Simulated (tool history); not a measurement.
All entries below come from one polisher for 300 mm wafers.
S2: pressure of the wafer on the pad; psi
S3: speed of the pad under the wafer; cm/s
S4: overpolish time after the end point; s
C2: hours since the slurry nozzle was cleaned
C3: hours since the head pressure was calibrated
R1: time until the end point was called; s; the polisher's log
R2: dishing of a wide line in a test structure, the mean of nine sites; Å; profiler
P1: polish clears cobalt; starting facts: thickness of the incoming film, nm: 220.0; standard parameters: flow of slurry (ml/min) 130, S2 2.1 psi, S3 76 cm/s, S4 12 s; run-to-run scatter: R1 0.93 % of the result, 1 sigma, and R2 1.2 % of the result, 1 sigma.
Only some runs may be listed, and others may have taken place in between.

{"run": 1, "day": 0.488, "flow of slurry (ml/min)": 130, "S2": 2.1, "S3": 76, "S4": 12, "wafers polished on this pad": 491, "C2": 221.3, "C3": 95.2, "R1": 56.901, "R2": 334.36}
{"run": 2, "day": 1.021, "flow of slurry (ml/min)": 130, "S2": 2.7, "S3": 94, "S4": 12, "wafers polished on this pad": 573, "C2": 234.1, "C3": 108.0, "R1": 36.482, "R2": 450.99}
{"run": 3, "day": 1.704, "flow of slurry (ml/min)": 130, "S2": 2.1, "S3": 76, "S4": 12, "wafers polished on this pad": 677, "C2": 250.5, "C3": 124.4, "R1": 58.436, "R2": 327.47}
{"run": 4, "day": 2.25, "flow of slurry (ml/min)": 130, "S2": 3.3, "S3": 76, "S4": 12, "wafers polished on this pad": 760, "C2": 263.6, "C3": 137.5, "R1": 37.012, "R2": 440.31}
{"run": 5, "day": 2.904, "flow of slurry (ml/min)": 130, "S2": 2.1, "S3": 76, "S4": 12, "wafers polished on this pad": 860, "C2": 279.3, "C3": 153.2, "R1": 57.937, "R2": 336.59}
{"run": 6, "day": 3.258, "flow of slurry (ml/min)": 130, "S2": 2.1, "S3": 76, "S4": 4, "wafers polished on this pad": 914, "C2": 287.8, "C3": 161.7, "R1": 57.989, "R2": 139.15}
{"run": 7, "day": 3.788, "flow of slurry (ml/min)": 130, "S2": 2.1, "S3": 38, "S4": 12, "wafers polished on this pad": 995, "C2": 300.5, "C3": 174.4, "R1": 116.5, "R2": 190.31}
{"run": 8, "day": 4.308, "flow of slurry (ml/min)": 130, "S2": 2.1, "S3": 76, "S4": 22, "wafers polished on this pad": 1075, "C2": 313.0, "C3": 186.9, "R1": 57.001, "R2": 479.11}
{"run": 9, "day": 4.879, "flow of slurry (ml/min)": 130, "S2": 2.1, "S3": 76, "S4": 12, "wafers polished on this pad": 1162, "C2": 326.7, "C3": 200.6, "R1": 59.079, "R2": 330.28}
{"run": 10, "day": 5.312, "flow of slurry (ml/min)": 130, "S2": 2.1, "S3": 76, "S4": 12, "wafers polished on this pad": 1228, "C2": 337.1, "C3": 211.0, "R1": 57.082, "R2": 328.55}
{"run": 11, "day": 5.746, "flow of slurry (ml/min)": 130, "S2": 1.4, "S3": 44, "S4": 12, "wafers polished on this pad": 1294, "C2": 347.5, "C3": 221.4, "R1": 149.17, "R2": 156.23}
{"run": 12, "day": 6.379, "flow of slurry (ml/min)": 130, "S2": 2.1, "S3": 76, "S4": 12, "wafers polished on this pad": 1391, "C2": 362.7, "C3": 236.6, "R1": 58.099, "R2": 338.68}
{"run": 13, "day": 7.088, "flow of slurry (ml/min)": 130, "S2": 2.1, "S3": 76, "S4": 12, "wafers polished on this pad": 1499, "C2": 379.7, "C3": 253.6, "R1": 57.411, "R2": 335.96}
{"run": 14, "day": 7.65, "flow of slurry (ml/min)": 80, "S2": 2.1, "S3": 76, "S4": 12, "wafers polished on this pad": 1585, "C2": 393.2, "C3": 267.1, "R1": 65.707, "R2": 300.36}
{"run": 15, "day": 8.421, "flow of slurry (ml/min)": 130, "S2": 2.1, "S3": 104, "S4": 12, "wafers polished on this pad": 1703, "C2": 411.7, "C3": 285.6, "R1": 42.767, "R2": 401.97}
{"run": 16, "day": 8.883, "flow of slurry (ml/min)": 130, "S2": 1.6, "S3": 76, "S4": 6, "wafers polished on this pad": 1773, "C2": 422.8, "C3": 296.7, "R1": 76.982, "R2": 155.2}
{"run": 17, "day": 9.562, "flow of slurry (ml/min)": 185, "S2": 2.1, "S3": 76, "S4": 12, "wafers polished on this pad": 1877, "C2": 439.1, "C3": 313.0, "R1": 53.91, "R2": 342.13}
{"run": 18, "day": 9.967, "flow of slurry (ml/min)": 130, "S2": 1.3, "S3": 76, "S4": 12, "wafers polished on this pad": 1939, "C2": 448.8, "C3": 322.7, "R1": 93.623, "R2": 232.86}
{"run": 19, "day": 10.462, "flow of slurry (ml/min)": 130, "S2": 2.1, "S3": 76, "S4": 12, "wafers polished on this pad": 2014, "C2": 460.7, "C3": 334.6, "R1": 57.9, "R2": 328.74}
{"run": 20, "day": 11.212, "flow of slurry (ml/min)": 130, "S2": 2.1, "S3": 76, "S4": 12, "wafers polished on this pad": 2129, "C2": 478.7, "C3": 352.6, "R1": 60.469, "R2": 327.97}
{"run": 21, "day": 11.962, "flow of slurry (ml/min)": 130, "S2": 2.1, "S3": 76, "S4": 12, "wafers polished on this pad": 2244, "C2": 496.7, "C3": 370.6, "R1": 61.772, "R2": 319.42}
{"run": 22, "day": 12.454, "flow of slurry (ml/min)": 130, "S2": 2.1, "S3": 76, "S4": 12, "wafers polished on this pad": 2319, "C2": 508.5, "C3": 382.4, "R1": 62.268, "R2": 312.35}
{"run": 23, "day": 13.071, "flow of slurry (ml/min)": 130, "S2": 2.1, "S3": 76, "S4": 12, "wafers polished on this pad": 2413, "C2": 523.3, "C3": 397.2, "R1": 63.719, "R2": 313.89}
{"run": 24, "day": 13.621, "flow of slurry (ml/min)": 130, "S2": 2.1, "S3": 76, "S4": 12, "wafers polished on this pad": 2497, "C2": 536.5, "C3": 410.4, "R1": 63.273, "R2": 319.35}
{"day": 13.812, "done": "head pressure recalibrated"}
{"run": 25, "day": 14.317, "flow of slurry (ml/min)": 130, "S2": 2.1, "S3": 76, "S4": 12, "wafers polished on this pad": 2603, "C2": 553.2, "C3": 12.1, "R1": 63.804, "R2": 304.65}
{"run": 26, "day": 14.908, "flow of slurry (ml/min)": 130, "S2": 2.1, "S3": 76, "S4": 12, "wafers polished on this pad": 2693, "C2": 567.4, "C3": 26.3, "R1": 64.803, "R2": 315.19}
{"run": 27, "day": 15.4, "flow of slurry (ml/min)": 130, "S2": 2.1, "S3": 76, "S4": 12, "wafers polished on this pad": 2769, "C2": 579.2, "C3": 38.1, "R1": 65.48, "R2": 308.9}
{"run": 28, "day": 16.092, "flow of slurry (ml/min)": 130, "S2": 2.1, "S3": 76, "S4": 12, "wafers polished on this pad": 2874, "C2": 595.8, "C3": 54.7, "R1": 64.439, "R2": 310.53}

P1 no longer gives what it gave before; its output has crept away from where it was. The following 2 causes, each at its listed size, fit the log equally well:
A: slurry flow missing at the pad, % = 36.9
B: removal rate lost through wear of the pad, % = 10.6
The gradual shift began around day 10.462.
Ruled out, with reasons:
head's pressure below its setpoint, %: serviced at day 13.812, after the drift had started, without restoring the earlier output

The list below offers 4 check runs, each averaging the results of 2 wafers, and shows each result as a question mark. For which of them would the listed causes give clearly different results?
{"run": "check 1", "day": 16.783, "flow of slurry (ml/min)": 130, "S2": 2.1, "S3": 76, "S4": 19, "R1": "?", "R2": "?"}
{"run": "check 2", "day": 16.783, "flow of slurry (ml/min)": 130, "S2": 3.2, "S3": 76, "S4": 12, "R1": "?", "R2": "?"}
{"run": "check 3", "day": 16.783, "flow of slurry (ml/min)": 130, "S2": 1.6, "S3": 76, "S4": 12, "R1": "?", "R2": "?"}
{"run": "check 4", "day": 16.783, "flow of slurry (ml/min)": 80, "S2": 2.1, "S3": 54, "S4": 12, "R1": "?", "R2": "?"}

How each check would come out, cause by cause:
check=check_1 result=R1 if_A=64.932 if_B=64.949
check=check_1 result=R2 if_A=415.57 if_B=415.50
check=check_2 result=R1 if_A=42.611 if_B=42.623
check=check_2 result=R2 if_A=405.14 if_B=405.08
check=check_3 result=R1 if_A=85.223 if_B=85.246
check=check_3 result=R2 if_A=250.87 if_B=250.82
check=check_4 result=R1 if_A=109.000 if_B=102.990
check=check_4 result=R2 if_A=205.85 if_B=215.68
Gap, in per cent, between the two causes that each check separates least, read from the result that separates them most: check 1 0.03 %; check 2 0.03 %; check 3 0.03 %; check 4 5.67 %
Check 4 distinguishes between the causes, while the remaining checks would return nearly the same result for all of them.

With check 4 done, the readings were: R1 108.850 s; R2 206.67 Å. Identify which of the listed causes applies.

It is A: slurry flow missing at the pad, %.
